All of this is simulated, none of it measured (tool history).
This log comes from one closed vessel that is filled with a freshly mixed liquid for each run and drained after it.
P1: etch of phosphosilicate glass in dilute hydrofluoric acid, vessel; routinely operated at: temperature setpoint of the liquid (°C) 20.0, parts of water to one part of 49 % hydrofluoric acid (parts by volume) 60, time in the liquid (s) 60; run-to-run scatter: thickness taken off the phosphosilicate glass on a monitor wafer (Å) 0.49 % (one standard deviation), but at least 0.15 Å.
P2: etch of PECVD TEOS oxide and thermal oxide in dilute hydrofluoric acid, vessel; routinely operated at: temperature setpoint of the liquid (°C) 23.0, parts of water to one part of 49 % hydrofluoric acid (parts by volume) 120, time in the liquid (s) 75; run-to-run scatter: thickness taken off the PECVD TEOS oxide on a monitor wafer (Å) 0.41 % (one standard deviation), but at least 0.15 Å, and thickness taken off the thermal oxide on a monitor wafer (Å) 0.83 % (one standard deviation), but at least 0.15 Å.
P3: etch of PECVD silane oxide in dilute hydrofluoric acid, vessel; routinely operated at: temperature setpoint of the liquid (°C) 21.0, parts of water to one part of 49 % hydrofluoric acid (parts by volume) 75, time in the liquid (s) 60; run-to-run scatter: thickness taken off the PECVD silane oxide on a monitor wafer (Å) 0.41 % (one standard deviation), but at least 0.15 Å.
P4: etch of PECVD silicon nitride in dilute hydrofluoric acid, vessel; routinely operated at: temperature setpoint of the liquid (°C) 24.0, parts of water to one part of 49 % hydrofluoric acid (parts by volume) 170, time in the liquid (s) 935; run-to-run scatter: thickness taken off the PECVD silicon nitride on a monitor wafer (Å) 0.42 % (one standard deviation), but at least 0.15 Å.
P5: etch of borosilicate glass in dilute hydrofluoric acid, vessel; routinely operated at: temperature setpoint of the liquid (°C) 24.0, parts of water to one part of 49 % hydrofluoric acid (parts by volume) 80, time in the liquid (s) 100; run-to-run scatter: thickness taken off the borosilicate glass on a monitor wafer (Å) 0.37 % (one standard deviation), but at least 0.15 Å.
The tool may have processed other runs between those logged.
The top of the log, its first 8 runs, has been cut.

run,day,process that ran,temperature setpoint of the liquid (°C),parts of water to one part of 49 % hydrofluoric acid (parts by volume),time in the liquid (s),thickness taken off the phosphosilicate glass on a monitor wafer (Å),thickness taken off the PECVD TEOS oxide on a monitor wafer (Å),thickness taken off the thermal oxide on a monitor wafer (Å),thickness taken off the borosilicate glass on a monitor wafer (Å),thickness taken off the PECVD silicon nitride on a monitor wafer (Å),thickness taken off the PECVD silane oxide on a monitor wafer (Å)
9,4.950,P5,24.0,35,100,,,,852.96,,
10,5.338,P2,28.5,120,75,,108.950,33.943,,,
11,6.071,P4,24.0,170,1580,,,,,462.56,
12,6.629,P4,18.5,170,935,,,,,190.20,
13,7.367,P1,20.0,60,60,985.09,,,,,
14,8.083,P1,20.0,60,60,988.99,,,,,
15,8.579,P1,20.0,60,60,988.59,,,,,
16,9.200,P3,21.0,75,60,,,,,,361.74
17,9.879,P2,23.0,120,75,,87.825,27.497,,,
18,10.229,P3,21.0,35,60,,,,,,811.86
19,10.904,P5,24.0,80,55,,,,195.21,,
20,11.538,P4,24.0,170,935,,,,,273.75,
21,12.125,P2,23.0,120,75,,88.209,27.459,,,
22,12.758,P1,27.5,60,60,1340.70,,,,,
23,13.188,P1,17.0,60,60,867.45,,,,,
24,13.554,P1,20.0,60,60,988.57,,,,,
25,14.267,P3,17.0,75,60,,,,,,304.22
# day 14.588: hydrofluoric acid flow meter replaced
26,14.979,P3,21.0,75,60,,,,,,360.15
27,15.462,P5,24.0,80,100,,,,352.37,,

Run 28 comes next. What will it give?
28,16.129,P3,21.0,75,30,,,,,,?

{"run 28": {"thickness taken off the PECVD silane oxide on a monitor wafer (Å)": 181.33}}
